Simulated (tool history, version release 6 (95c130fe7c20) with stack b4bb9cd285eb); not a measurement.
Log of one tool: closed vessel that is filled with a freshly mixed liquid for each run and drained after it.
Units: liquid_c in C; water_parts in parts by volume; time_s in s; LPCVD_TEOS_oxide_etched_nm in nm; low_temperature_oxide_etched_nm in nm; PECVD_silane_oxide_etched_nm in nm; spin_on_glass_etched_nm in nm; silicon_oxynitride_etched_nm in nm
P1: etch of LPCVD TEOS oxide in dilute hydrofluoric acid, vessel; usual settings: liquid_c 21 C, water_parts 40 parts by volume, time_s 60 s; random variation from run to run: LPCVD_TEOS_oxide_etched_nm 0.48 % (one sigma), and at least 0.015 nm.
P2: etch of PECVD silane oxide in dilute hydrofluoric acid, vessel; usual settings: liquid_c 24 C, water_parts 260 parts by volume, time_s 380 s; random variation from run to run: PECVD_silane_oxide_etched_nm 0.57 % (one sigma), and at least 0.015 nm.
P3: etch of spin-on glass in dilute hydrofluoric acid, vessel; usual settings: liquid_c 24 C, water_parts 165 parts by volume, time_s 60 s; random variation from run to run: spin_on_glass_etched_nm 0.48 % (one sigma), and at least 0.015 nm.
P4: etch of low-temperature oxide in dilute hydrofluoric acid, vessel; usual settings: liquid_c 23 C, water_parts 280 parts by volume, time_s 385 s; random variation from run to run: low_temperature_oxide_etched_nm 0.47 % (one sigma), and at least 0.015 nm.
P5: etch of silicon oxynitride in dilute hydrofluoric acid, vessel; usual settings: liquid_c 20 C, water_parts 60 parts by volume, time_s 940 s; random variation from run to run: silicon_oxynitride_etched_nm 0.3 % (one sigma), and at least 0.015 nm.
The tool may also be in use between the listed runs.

run,hour,process,liquid_c,water_parts,time_s,LPCVD_TEOS_oxide_etched_nm,low_temperature_oxide_etched_nm,PECVD_silane_oxide_etched_nm,spin_on_glass_etched_nm,silicon_oxynitride_etched_nm
1,4,P1,21,40,60,25.551,,,,
2,6.7,P1,21,40,60,25.643,,,,
3,10.6,P4,23,280,385,,11.569,,,
4,14,P1,21,65,60,15.318,,,,
5,19.2,P1,21,40,30,12.835,,,,
6,24.5,P2,24,260,155,,,16.823,,
7,29.2,P1,21,40,60,25.657,,,,
8,32.3,P3,24,30,60,,,,76.87,
9,37.3,P1,21,40,60,25.568,,,,
10,42.6,P4,23,280,385,,11.626,,,
11,45.8,P4,30,280,385,,14.657,,,
12,49.5,P1,17.5,40,105,38.476,,,,
13,54.4,P1,21,40,60,25.433,,,,
14,60.2,P3,17.5,165,60,,,,9.1827,
15,63.7,P5,28,60,940,,,,,59.212
16,67.4,P4,23,280,690,,20.621,,,
17,72.3,P2,24,260,380,,,41.136,,
18,76,P5,20,85,940,,,,,27.975
19,80.6,P2,17,260,380,,,31.963,,
20,84,P3,24,165,110,,,,21.747,
21,87.9,P1,28.5,40,60,34.77,,,,
22,93,P2,24,260,380,,,40.917,,
23,98.7,P5,20,60,470,,,,,20.178
24,101.7,P1,21,40,60,25.574,,,,
25,107.8,P1,21,40,110,46.69,,,,
26,113.2,P5,20,60,940,,,,,40.493
27,116.3,P1,21,20,60,52.184,,,,
28,120.6,P3,24,165,60,,,,11.884,
29,125.7,P1,28.5,40,105,60.982,,,,
30,129,P1,17,40,60,21.36,,,,
31,133.5,P2,24,75,380,,,174.8,,
32,139.4,P3,24,165,60,,,,11.873,
33,144,P4,23,490,385,,5.462,,,
34,146.8,P1,21,40,60,25.459,,,,
35,152.2,P1,21,40,60,25.035,,,,
36,156.8,P1,21,40,60,24.349,,,,
37,162.3,P1,21,40,60,24.165,,,,
38,166.6,P1,21,40,60,24.234,,,,
39,171,P1,21,40,60,23.935,,,,
40,174.6,P1,21,40,60,24.023,,,,
41,179.1,P1,21,40,60,23.923,,,,

What P1 gives has crept away from where it was. These 2 causes fit the log equally well, each at the size given:
A: liquid colder than its thermometer reads (K) = 1.44
B: hydrofluoric acid flow below the setpoint (%) = 5.67
The creep began at about hour 146.8.

4 check runs are offered, one wafer each, their results left as question marks. Which one tells the causes apart?
check 1,183.6,P5,25,80,940,,,,,?
check 2,183.6,P2,17.5,80,380,,,?,,
check 3,183.6,P4,23,485,675,,?,,,
check 4,183.6,P3,24,65,95,,,,?,

What each check would give under each cause:
check,result,if A,if B
check 1,silicon_oxynitride_etched_nm,35.403,35.621
check 2,PECVD_silane_oxide_etched_nm,117.74,117.51
check 3,low_temperature_oxide_etched_nm,9.299,8.9725
check 4,spin_on_glass_etched_nm,50.728,50.498
How far apart the two closest causes lie, in the result that separates them most: check 1 0.61 %; check 2 0.2 %; check 3 3.57 %; check 4 0.46 %
Only check 3 tells the causes apart: in the others they would give nearly the same result.

Then check 3 was run and gave: low_temperature_oxide_etched_nm 9.2564 nm. Which cause is it?

It is A: liquid colder than its thermometer reads (K).
